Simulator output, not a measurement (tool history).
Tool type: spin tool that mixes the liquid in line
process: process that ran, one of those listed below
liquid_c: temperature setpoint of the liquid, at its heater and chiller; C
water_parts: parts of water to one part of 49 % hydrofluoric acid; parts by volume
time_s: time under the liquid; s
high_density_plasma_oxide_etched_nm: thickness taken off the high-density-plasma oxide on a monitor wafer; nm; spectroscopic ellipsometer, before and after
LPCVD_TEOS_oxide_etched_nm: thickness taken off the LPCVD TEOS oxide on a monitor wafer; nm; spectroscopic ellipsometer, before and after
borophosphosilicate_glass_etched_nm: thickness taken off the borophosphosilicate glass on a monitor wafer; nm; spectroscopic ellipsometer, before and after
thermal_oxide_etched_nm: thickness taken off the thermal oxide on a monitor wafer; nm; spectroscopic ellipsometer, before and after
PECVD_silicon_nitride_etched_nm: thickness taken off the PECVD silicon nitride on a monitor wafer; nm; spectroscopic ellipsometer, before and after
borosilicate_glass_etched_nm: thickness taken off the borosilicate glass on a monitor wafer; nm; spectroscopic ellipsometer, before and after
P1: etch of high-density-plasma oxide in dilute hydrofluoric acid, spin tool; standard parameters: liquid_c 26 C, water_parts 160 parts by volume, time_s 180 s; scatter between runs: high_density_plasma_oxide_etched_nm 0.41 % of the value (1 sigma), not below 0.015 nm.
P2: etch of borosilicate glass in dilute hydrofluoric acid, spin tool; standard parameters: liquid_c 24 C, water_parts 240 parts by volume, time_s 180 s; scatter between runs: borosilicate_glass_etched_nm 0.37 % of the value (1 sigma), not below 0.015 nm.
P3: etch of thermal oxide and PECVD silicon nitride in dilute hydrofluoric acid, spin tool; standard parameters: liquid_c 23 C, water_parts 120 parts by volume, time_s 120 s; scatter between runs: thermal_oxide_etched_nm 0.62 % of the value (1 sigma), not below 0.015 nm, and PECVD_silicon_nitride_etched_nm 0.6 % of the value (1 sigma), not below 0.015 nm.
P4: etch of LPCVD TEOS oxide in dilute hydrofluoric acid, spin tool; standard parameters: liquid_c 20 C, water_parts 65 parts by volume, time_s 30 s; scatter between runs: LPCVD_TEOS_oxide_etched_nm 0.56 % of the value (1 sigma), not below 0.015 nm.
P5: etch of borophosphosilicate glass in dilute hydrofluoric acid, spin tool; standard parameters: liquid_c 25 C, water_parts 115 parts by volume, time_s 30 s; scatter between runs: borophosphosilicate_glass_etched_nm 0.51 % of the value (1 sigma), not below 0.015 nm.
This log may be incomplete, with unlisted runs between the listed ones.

run   hour  process  liquid_c  water_parts  time_s  high_density_plasma_oxide_etched_nm  LPCVD_TEOS_oxide_etched_nm  borophosphosilicate_glass_etched_nm  thermal_oxide_etched_nm  PECVD_silicon_nitride_etched_nm  borosilicate_glass_etched_nm
  1   17.4       P1        26          160     180                               6.9243
  2   31.5       P4        20           65      30                                                            12.29
  3   46.8       P5        25          115      30                                                                                                10.247
  4   57.2       P3        23          120     220                                                                                                                         8.3396                           9.8129
  5   66.1       P5        25          115      60                                                                                                20.406
  6   81.8       P1      20.5          160     180                               5.5776
  7   93.4       P3        23          120     120                                                                                                                         4.5189                           5.3297
  8  108.2       P1        34          160     180                               9.2201
  9  118.2       P5      33.5          115      30                                                                                                13.949
 10  131.4       P2        19          240     180                                                                                                                                                                                        18.783
 11  140.8       P2        24          420     180                                                                                                                                                                                        10.931
 12  151.5       P3        17          120     120                                                                                                                         3.5283                           3.6154
 13    161       P2        24          240     180                                                                                                                                                                                        22.709
 14  171.5       P4        20           20      30                                                            42.05
 15    185       P2        24          240     285                                                                                                                                                                                         35.97
 16  195.9       P1        26          290     180                               3.2844
 17  213.5       P1        26           85     180                               14.344
 18  230.5       P1        26          160     180                               6.9159
 19    246       P4        27           65      30                                                           16.332
 20  263.3       P4        20           65      15                                                           6.1801
 21  274.1       P3        23           20     120                                                                                                                         31.126                           30.295
 22  284.3       P1        26          160     180                               6.8682
 23  299.1       P5        25          165      30                                                                                                6.7429
 24  313.4       P1        26          160     280                               10.768
 25  326.4       P1        26          160     180                               6.8819
 26  337.6       P2        24          240     180                                                                                                                                                                                         22.54
 27  349.1       P1        26          160     180                               6.8261
 28  359.1       P1        26          160      70                               2.6909
 29  373.3       P1        26          160     180                               6.9128
 30  382.4       P1        26          160     180                               6.8801
 31  396.6       P1        26          245     270                               6.2161
 32  412.1       P1        26          160     180                               6.9574
 33  429.3       P1        26          160     180                               7.1147
 34    441       P1        26          160     180                               7.2065
 35  458.1       P1        26          160     180                               7.3246
 36  473.2       P1        26          160     180                               7.4746
 37  483.9       P1        26          160     180                               7.4751
 38  494.7       P1        26          160     180                               7.4604
 39  509.4       P1        26          160     180                               7.5248
 40  526.2       P1        26          160     180                               7.5115
 41  540.7       P1        26          160     180                               7.5189
 42  548.5       P1        26          160     180                               7.5139
 43  565.1       P1        26          160     180                               7.5471

What P1 gives has crept off from where it sat before. The 2 causes that follow fit the log equally well, each at the size noted:
A: liquid hotter than its thermometer reads (K) = 2.34
B: hydrofluoric acid flow above the setpoint (%) = 7.51
The onset of the drift is placed at about hour 412.1.

4 check runs are offered, one wafer each, their results left as question marks. Which one tells the causes apart?
check 1  581.7       P4      26.5           65      15                                                                ?
check 2  581.7       P3        23           30     200                                                                                                                              ?                                ?
check 3  581.7       P2        24          240     285                                                                                                                                                                                             ?
check 4  581.7       P5        29          115      60                                                                                                     ?

Outcome of each check run for each possible cause:
  check                               result    if A    if B
check 1           LPCVD_TEOS_oxide_etched_nm  8.7566  8.6381
check 2              thermal_oxide_etched_nm  37.409  36.578
check 2      PECVD_silicon_nitride_etched_nm  40.354  36.909
check 3         borosilicate_glass_etched_nm  39.016  39.276
check 4  borophosphosilicate_glass_etched_nm  26.113   26.03
Gap, in per cent, between the two causes that each check separates least, read from the result that separates them most: check 1 1.36 %; check 2 8.92 %; check 3 0.67 %; check 4 0.32 %
The other checks would show nearly matching results whichever cause is true, so check 2 is the only one that separates the causes.

Running check 2 produced the following: thermal_oxide_etched_nm 37.36 nm; PECVD_silicon_nitride_etched_nm 40.218 nm. Which one of the listed causes fits?

A is the cause: liquid hotter than its thermometer reads (K).

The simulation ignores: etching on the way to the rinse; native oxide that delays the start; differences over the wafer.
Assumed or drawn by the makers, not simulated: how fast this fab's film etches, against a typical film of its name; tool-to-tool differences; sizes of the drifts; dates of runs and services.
